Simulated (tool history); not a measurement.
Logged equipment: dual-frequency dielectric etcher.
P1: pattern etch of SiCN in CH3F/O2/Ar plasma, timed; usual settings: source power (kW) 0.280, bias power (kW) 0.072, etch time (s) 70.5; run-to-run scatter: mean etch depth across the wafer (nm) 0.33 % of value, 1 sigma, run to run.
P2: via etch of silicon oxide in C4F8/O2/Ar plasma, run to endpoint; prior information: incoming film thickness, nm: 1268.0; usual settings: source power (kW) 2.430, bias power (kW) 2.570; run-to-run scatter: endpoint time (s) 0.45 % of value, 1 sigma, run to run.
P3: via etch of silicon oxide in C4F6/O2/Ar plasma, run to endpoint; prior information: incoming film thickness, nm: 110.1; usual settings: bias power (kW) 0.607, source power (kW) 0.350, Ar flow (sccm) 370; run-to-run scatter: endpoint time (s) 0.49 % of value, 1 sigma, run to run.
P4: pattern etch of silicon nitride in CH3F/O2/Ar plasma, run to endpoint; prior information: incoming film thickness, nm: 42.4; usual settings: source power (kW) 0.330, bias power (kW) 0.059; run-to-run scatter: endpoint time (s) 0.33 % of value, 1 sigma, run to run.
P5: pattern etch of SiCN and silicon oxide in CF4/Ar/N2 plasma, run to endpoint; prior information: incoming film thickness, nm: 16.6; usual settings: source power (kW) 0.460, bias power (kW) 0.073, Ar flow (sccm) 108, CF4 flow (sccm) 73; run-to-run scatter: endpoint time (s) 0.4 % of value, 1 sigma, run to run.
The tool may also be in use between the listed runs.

run   hour  process that ran  source power (kW)  bias power (kW)  etch time (s)  Ar flow (sccm)  CF4 flow (sccm)  hours since the last wet clean  hours since the last source power generator calibration  hours since the last bias power generator calibration  mean etch depth across the wafer (nm)  endpoint time (s)
  1    7.8                P1              0.280            0.072           70.5                                                            164.6                                                   3361.1                                                  585.0                                 23.845
  2   17.5                P1              0.280            0.072           70.5                                                            174.3                                                   3370.8                                                  594.7                                 23.721
  3   24.9                P1              0.220            0.048           70.5                                                            181.7                                                   3378.2                                                  602.1                                 18.787
  4   31.9                P5              0.580            0.073                            108               73                           188.7                                                   3385.2                                                  609.1                                                    15.132
  5   44.2                P5              0.460            0.073                            108               73                           201.0                                                   3397.5                                                  621.4                                                    18.647
  6   56.0                P4              0.330            0.074                                                                           212.8                                                   3409.3                                                  633.2                                                    66.561
  7   64.3                P5              0.460            0.073                            108               73                           221.1                                                   3417.6                                                  641.5                                                    18.641
  8   75.5                P1              0.170            0.072           90.0                                                            232.3                                                   3428.8                                                  652.7                                 25.241
  9   84.5                P1              0.180            0.072           70.5                                                            241.3                                                   3437.8                                                  661.7                                 20.121
 10   93.4                P3              0.350            0.607                            370                                            250.2                                                   3446.7                                                  670.6                                                    24.235
 11  105.7                P3              0.220            0.607                            370                                            262.5                                                   3459.0                                                  682.9                                                    28.913
 12  111.8                P1              0.280            0.072           70.5                                                            268.6                                                   3465.1                                                  689.0                                 23.741
 13  120.2                P5              0.460            0.092                            108               73                           277.0                                                   3473.5                                                  697.4                                                    17.081
 14  128.2                P1              0.280            0.072           95.5                                                            285.0                                                   3481.5                                                  705.4                                 31.939
 15  133.9                P3              0.350            0.607                            291                                            290.7                                                   3487.2                                                  711.1                                                    23.616
 16  141.1                P2              1.430            2.570                                                                           297.9                                                   3494.4                                                  718.3                                                   262.860
 17  149.9                P1              0.280            0.072           70.5                                                            306.7                                                   3503.2                                                  727.1                                 23.710
 18  155.9                P1              0.280            0.072           52.5                                                            312.7                                                   3509.2                                                  733.1                                 17.585
 19  164.5                P1              0.280            0.053           70.5                                                            321.3                                                   3517.8                                                  741.7                                 21.269
 20  172.2                P1              0.280            0.072           70.5                                                            329.0                                                   3525.5                                                  749.4                                 23.627
 21  181.0                P2              2.430            2.570                                                                           337.8                                                   3534.3                                                  758.2                                                   214.530
 22  193.0                P5              0.460            0.073                            108               94                           349.8                                                   3546.3                                                  770.2                                                    17.862
 23  199.4                P1              0.280            0.086           70.5                                                            356.2                                                   3552.7                                                  776.6                                 25.392
 24  205.2                P4              0.330            0.059                                                                           362.0                                                   3558.5                                                  782.4                                                    72.314
 25  215.0                P2              2.430            3.599                                                                           371.8                                                   3568.3                                                  792.2                                                   191.630
 26  222.7                P1              0.280            0.072           70.5                                                            379.5                                                   3576.0                                                  799.9                                 23.732
 27  229.7                P2              2.430            2.570                                                                           386.5                                                   3583.0                                                  806.9                                                   212.740
 28  236.1                P4              0.460            0.059                                                                           392.9                                                   3589.4                                                  813.3                                                    63.138
 29  243.5                P3              0.350            0.462                            370                                            400.3                                                   3596.8                                                  820.7                                                    26.980
 30  253.6                P5              0.460            0.073                             85               73                           410.4                                                   3606.9                                                  830.8                                                    17.967
 31  262.5                P1              0.380            0.072           70.5                                                            419.3                                                   3615.8                                                  839.7                                 26.554
 32  271.2                P1              0.280            0.072           70.5                                                            428.0                                                   3624.5                                                  848.4                                 23.680
 33  280.9                P1              0.280            0.072           70.5                                                            437.7                                                   3634.2                                                  858.1                                 23.722
 34  292.0                P1              0.280            0.072           70.5                                                            448.8                                                   3645.3                                                  869.2                                 23.667
 35  304.5                P1              0.280            0.072           70.5                                                            461.3                                                   3657.8                                                  881.7                                 23.490
 36  313.3                P1              0.280            0.072           70.5                                                            470.1                                                   3666.6                                                  890.5                                 23.394
 37  323.3                P1              0.280            0.072           70.5                                                            480.1                                                   3676.6                                                  900.5                                 23.341
     329.2  -- wet clean of the chamber
 38  329.5                P1              0.280            0.072           70.5                                                              0.4                                                   3682.8                                                  906.7                                 23.379
 39  341.8                P1              0.280            0.072           70.5                                                             12.7                                                   3695.1                                                  919.0                                 23.394
 40  353.7                P1              0.280            0.072           70.5                                                             24.6                                                   3707.0                                                  930.9                                 23.425
 41  359.4                P1              0.280            0.072           70.5                                                             30.3                                                   3712.7                                                  936.6                                 23.208
 42  368.3                P1              0.280            0.072           70.5                                                             39.2                                                   3721.6                                                  945.5                                 23.355

The output of P1 has drifted from where it used to be. Each of the 2 causes below, taken at the size shown beside it, accounts for the log equally well:
A: bias power that arrives under what is set, % = 4.46
B: source power that arrives under what is set, % = 4.33
Onset of the creep was near hour 271.2.
The rest of the possible causes, and what rules out each one:
chamber walls in a state that lowers the etch rate, %: work on it at hour 329.2, done after the drift set in, did not restore what the process gave before

The 4 check runs listed below each average the results of 2 wafers, and their outcomes are marked with question marks. Under which run would the listed causes produce clearly different results?
check 1  377.2                P3              0.350            0.607                            370                                                                                                                                                                                                                          ?
check 2  377.2                P4              0.330            0.059                                                                                                                                                                                                                                                         ?
check 3  377.2                P5              0.460            0.073                            108               73                                                                                                                                                                                                         ?
check 4  377.2                P2              2.430            2.570                                                                                                                                                                                                                                                         ?

Expected result of each check under each candidate cause:
  check             result     if A     if B
check 1  endpoint time (s)   24.632   24.597
check 2  endpoint time (s)   72.989   73.125
check 3  endpoint time (s)   18.869   19.320
check 4  endpoint time (s)  216.760  217.630
Distance between the nearest two causes, measured in the result of the check that separates them most: check 1 0.14 %; check 2 0.19 %; check 3 2.36 %; check 4 0.4 %
Check 3 is the one run that separates the causes; every other check would come out nearly the same whichever cause is at work.

Here is what check 3 returned: endpoint time (s) 19.283. Which cause is it?

The cause is B: source power that arrives under what is set, %.
